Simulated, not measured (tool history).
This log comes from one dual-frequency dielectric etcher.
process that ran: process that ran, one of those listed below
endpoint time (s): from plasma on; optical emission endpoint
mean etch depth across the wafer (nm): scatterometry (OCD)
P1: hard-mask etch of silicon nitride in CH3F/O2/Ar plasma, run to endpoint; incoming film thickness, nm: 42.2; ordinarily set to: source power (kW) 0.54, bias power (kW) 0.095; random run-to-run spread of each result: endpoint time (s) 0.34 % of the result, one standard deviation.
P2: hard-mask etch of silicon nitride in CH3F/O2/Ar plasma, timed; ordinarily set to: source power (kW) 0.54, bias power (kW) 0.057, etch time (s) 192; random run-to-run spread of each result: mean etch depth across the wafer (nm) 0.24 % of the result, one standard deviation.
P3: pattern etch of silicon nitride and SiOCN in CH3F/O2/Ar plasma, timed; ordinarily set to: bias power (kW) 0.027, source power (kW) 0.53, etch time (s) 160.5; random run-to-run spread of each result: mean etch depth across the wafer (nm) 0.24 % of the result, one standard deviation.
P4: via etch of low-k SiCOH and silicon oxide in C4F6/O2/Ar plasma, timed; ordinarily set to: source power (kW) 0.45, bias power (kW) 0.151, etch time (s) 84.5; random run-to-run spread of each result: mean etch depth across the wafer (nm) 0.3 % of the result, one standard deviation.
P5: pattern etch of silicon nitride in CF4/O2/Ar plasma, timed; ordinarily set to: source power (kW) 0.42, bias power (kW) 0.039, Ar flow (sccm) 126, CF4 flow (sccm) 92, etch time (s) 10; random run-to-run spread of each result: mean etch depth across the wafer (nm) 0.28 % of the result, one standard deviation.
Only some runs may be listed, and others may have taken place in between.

run	hour	process that ran	source power (kW)	bias power (kW)	Ar flow (sccm)	CF4 flow (sccm)	etch time (s)	hours since the last wet clean	hours since the last source power generator calibration	hours since the last bias power generator calibration	endpoint time (s)	mean etch depth across the wafer (nm)
1	5.9	P1	0.54	0.095				367.1	770.6	3011.3	49.758	
2	15.1	P5	0.42	0.039	126	92	10	376.3	779.8	3020.5		14.213
3	25.2	P1	0.54	0.095				386.4	789.9	3030.6	49.869	
4	29.7	P4	0.45	0.151			115	390.9	794.4	3035.1		320.14
5	36.9	P1	0.54	0.095				398.1	801.6	3042.3	49.604	
6	43.2	P1	0.43	0.095				404.4	807.9	3048.6	53.986	
7	48.1	P1	0.74	0.095				409.3	812.8	3053.5	43.959	
8	53.3	P3	0.53	0.039			160.5	414.5	818	3058.7		30.581
9	58.9	P5	0.42	0.039	98	92	10	420.1	823.6	3064.3		14.718
10	65.4	P2	0.54	0.057			192	426.6	830.1	3070.8		145.38
11	75.2	P1	0.54	0.072				436.4	839.9	3080.6	54.546	
12	81.9	P4	0.3	0.151			84.5	443.1	846.6	3087.3		201.21
13	89.1	P4	0.45	0.12			84.5	450.3	853.8	3094.5		220.69
14	97.4	P3	0.53	0.027			216.5	458.6	862.1	3102.8		34.591
15	102.5	P5	0.42	0.039	126	62	10	463.7	867.2	3107.9		13.453
16	112.6	P1	0.54	0.095				473.8	877.3	3118	49.435	
17	120.5	P4	0.45	0.151			84.5	481.7	885.2	3125.9		235.45
# hour 126.3: wet clean of the chamber
18	128	P1	0.54	0.095				1.7	892.7	3133.4	49.447	
19	134.8	P1	0.64	0.132				8.5	899.5	3140.2	41.199	
20	142.8	P2	0.54	0.038			192	16.5	907.5	3148.2		129.06
21	148.1	P3	0.53	0.027			160.5	21.8	912.8	3153.5		25.748
22	155.1	P3	0.7	0.027			160.5	28.8	919.8	3160.5		28.318
23	162.1	P1	0.54	0.095				35.8	926.8	3167.5	49.117	
24	169.6	P5	0.42	0.039	126	92	6.5	43.3	934.3	3175		9.3218
25	179.1	P5	0.42	0.039	126	92	10	52.8	943.8	3184.5		14.24
26	185.1	P5	0.42	0.032	126	92	10	58.8	949.8	3190.5		13.28
27	194	P5	0.57	0.039	126	92	10	67.7	958.7	3199.4		18.595
28	200.2	P4	0.45	0.151			84.5	73.9	964.9	3205.6		235.75
29	205.4	P1	0.54	0.113				79.1	970.1	3210.8	46.212	

Run 30 is up next; what results do you expect?
30	215.5	P2	0.4	0.057			192	89.2	980.2	3220.9		?

Run 30 produced mean etch depth across the wafer (nm) 129.02.

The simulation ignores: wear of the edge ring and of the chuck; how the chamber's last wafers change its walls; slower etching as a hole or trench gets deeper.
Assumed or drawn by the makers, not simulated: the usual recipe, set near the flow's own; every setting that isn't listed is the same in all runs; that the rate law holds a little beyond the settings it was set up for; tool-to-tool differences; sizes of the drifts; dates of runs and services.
